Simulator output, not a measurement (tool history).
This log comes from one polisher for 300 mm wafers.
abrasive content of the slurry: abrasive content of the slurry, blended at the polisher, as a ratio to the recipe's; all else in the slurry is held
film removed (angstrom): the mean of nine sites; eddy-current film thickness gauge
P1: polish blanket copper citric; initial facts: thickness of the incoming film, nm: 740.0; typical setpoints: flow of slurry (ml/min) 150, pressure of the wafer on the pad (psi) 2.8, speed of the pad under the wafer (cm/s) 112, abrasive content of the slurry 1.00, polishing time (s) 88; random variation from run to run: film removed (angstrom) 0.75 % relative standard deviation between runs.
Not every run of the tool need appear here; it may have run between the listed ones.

run   hour  flow of slurry (ml/min)  pressure of the wafer on the pad (psi)  speed of the pad under the wafer (cm/s)  abrasive content of the slurry  polishing time (s)  wafers polished on this pad  hours since the slurry nozzle was cleaned  hours since the head pressure was calibrated  hours since the slurry blender was calibrated  film removed (angstrom)
  1   10.7                      150                                     2.8                                      112                            1.00                  88                          654                                      115.9                                         502.8                                           65.9                   2248.3
  2   19.1                      235                                     2.8                                      112                            1.00                  88                          750                                      124.3                                         511.2                                           74.3                   2417.9
  3   32.8                      150                                     2.8                                      112                            1.45                  88                          907                                      138.0                                         524.9                                           88.0                   2446.6
  4   46.7                      150                                     2.8                                      112                            1.00                  41                         1066                                      151.9                                         538.8                                          101.9                   1055.3
  5   58.1                       90                                     2.8                                      112                            1.00                  88                         1196                                      163.3                                         550.2                                          113.3                   2029.5
  6   68.7                      150                                     3.8                                      112                            1.00                  88                         1317                                      173.9                                         560.8                                          123.9                   3025.8
  7   77.5                      150                                     2.8                                      112                            1.00                  88                         1418                                      182.7                                         569.6                                          132.7                   2267.3
  8   86.2                      150                                     2.8                                      168                            1.00                  88                         1517                                      191.4                                         578.3                                          141.4                   3373.9
  9   96.5                      150                                     2.8                                      112                            1.00                 114                         1635                                      201.7                                         588.6                                          151.7                   2912.4
 10  106.1                      150                                     2.8                                      112                            0.55                  88                         1745                                      211.3                                         598.2                                          161.3                   2001.0
 11  113.2                      150                                     2.8                                      112                            1.00                  88                         1826                                      218.4                                         605.3                                          168.4                   2239.1
 12  121.1                      150                                     2.8                                      112                            1.00                  88                         1916                                      226.3                                         613.2                                          176.3                   2278.1
 13  128.6                      150                                     1.8                                      112                            1.00                  88                         2002                                      233.8                                         620.7                                          183.8                   1483.0
 14  137.3                       90                                     3.7                                      112                            1.00                  88                         2101                                      242.5                                         629.4                                          192.5                   2656.2
 15  144.4                      150                                     2.8                                       62                            1.00                  88                         2183                                      249.6                                         636.5                                          199.6                   1271.5
 16  155.3                      230                                     2.8                                      112                            1.00                  63                         2307                                      260.5                                         647.4                                          210.5                   1721.1

Run 17 has not been measured yet. What should we expect?
 17  168.6                      150                                     2.8                                      112                            1.00                  88                         2459                                      273.8                                         660.7                                          223.8                        ?

film removed (angstrom): 2271.1

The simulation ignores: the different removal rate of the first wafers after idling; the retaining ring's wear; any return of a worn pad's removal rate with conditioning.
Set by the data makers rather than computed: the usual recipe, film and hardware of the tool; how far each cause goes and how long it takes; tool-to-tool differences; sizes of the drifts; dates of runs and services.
